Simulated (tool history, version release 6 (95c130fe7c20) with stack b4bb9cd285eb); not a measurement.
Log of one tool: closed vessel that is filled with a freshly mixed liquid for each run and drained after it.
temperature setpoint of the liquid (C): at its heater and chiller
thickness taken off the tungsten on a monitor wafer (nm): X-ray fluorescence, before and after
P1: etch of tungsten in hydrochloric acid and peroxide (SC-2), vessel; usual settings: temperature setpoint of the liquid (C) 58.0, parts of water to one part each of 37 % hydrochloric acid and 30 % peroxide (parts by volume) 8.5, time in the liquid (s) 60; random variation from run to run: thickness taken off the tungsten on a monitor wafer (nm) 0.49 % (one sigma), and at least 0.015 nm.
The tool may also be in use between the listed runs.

run	hour	temperature setpoint of the liquid (C)	parts of water to one part each of 37 % hydrochloric acid and 30 % peroxide (parts by volume)	time in the liquid (s)	hours since the thermometer was replaced	hours since the chemicals flow meter was replaced	hours since the drum of peroxide was connected	thickness taken off the tungsten on a monitor wafer (nm)
1	10.9	58.0	8.5	60	901.9	889.8	260.3	30.796
2	23.4	58.0	8.5	60	914.4	902.3	272.8	30.562
3	30.0	58.0	8.5	105	921.0	908.9	279.4	53.554
4	38.4	58.0	4.0	30	929.4	917.3	287.8	26.725
5	47.5	58.0	8.5	30	938.5	926.4	296.9	15.253
6	53.7	71.5	8.5	60	944.7	932.6	303.1	69.419
# hour 63.7: new drum of peroxide connected
7	67.1	58.0	4.0	35	958.1	946.0	3.5	31.091
8	76.4	58.0	8.5	60	967.4	955.3	12.8	30.547
9	89.7	72.0	4.5	60	980.7	968.6	26.1	115.750
10	101.4	41.5	8.5	60	992.4	980.3	37.8	10.145
11	113.3	58.0	15.0	60	1004.3	992.2	49.7	18.808
12	122.1	58.0	8.5	60	1013.1	1001.0	58.5	30.741
13	129.0	58.0	4.0	60	1020.0	1007.9	65.4	53.535
14	136.8	58.0	8.5	60	1027.8	1015.7	73.2	30.634
15	147.1	58.0	8.5	60	1038.1	1026.0	83.5	31.487
16	157.5	58.0	8.5	60	1048.5	1036.4	93.9	31.967
17	166.3	58.0	8.5	60	1057.3	1045.2	102.7	32.461
18	175.1	58.0	8.5	60	1066.1	1054.0	111.5	32.504
19	188.4	58.0	8.5	60	1079.4	1067.3	124.8	32.827
20	200.6	58.0	8.5	60	1091.6	1079.5	137.0	33.006
21	212.2	58.0	8.5	60	1103.2	1091.1	148.6	33.209
22	219.6	58.0	8.5	60	1110.6	1098.5	156.0	33.233
23	226.5	58.0	8.5	60	1117.5	1105.4	162.9	33.181
24	235.3	58.0	8.5	60	1126.3	1114.2	171.7	32.934
25	247.4	58.0	8.5	60	1138.4	1126.3	183.8	33.202

What P1 gives has crept away from where it was. These 2 causes fit the log equally well, each at the size given:
A: chemicals flow above the setpoint (%) = 10.8
B: liquid hotter than its thermometer reads (K) = 1.31
The creep began at about hour 136.8.
Why every other cause is out:
peroxide weaker than its label (%): at most 8, which would move thickness taken off the tungsten on a monitor wafer (nm) by -7.3 %: too little, or the wrong way

4 check runs are offered, each on 3 wafers whose results are averaged, their results left as question marks. Which one tells the causes apart?
check 1	259.5	67.5	8.5	30				?
check 2	259.5	48.5	8.5	60				?
check 3	259.5	42.5	4.0	60				?
check 4	259.5	58.0	8.5	105				?

What each check would give under each cause:
check	result	if A	if B
check 1	thickness taken off the tungsten on a monitor wafer (nm)	29.789	29.672
check 2	thickness taken off the tungsten on a monitor wafer (nm)	17.813	17.912
check 3	thickness taken off the tungsten on a monitor wafer (nm)	20.349	20.842
check 4	thickness taken off the tungsten on a monitor wafer (nm)	58.006	58.041
How far apart the two closest causes lie, in the result that separates them most: check 1 0.39 %; check 2 0.56 %; check 3 2.4 %; check 4 0.06 %
Check 3 tells the causes apart: in the others they would give nearly the same result.

Check 3 was then run and gave: thickness taken off the tungsten on a monitor wafer (nm) 20.819. Which cause is it?

It is B: liquid hotter than its thermometer reads (K).

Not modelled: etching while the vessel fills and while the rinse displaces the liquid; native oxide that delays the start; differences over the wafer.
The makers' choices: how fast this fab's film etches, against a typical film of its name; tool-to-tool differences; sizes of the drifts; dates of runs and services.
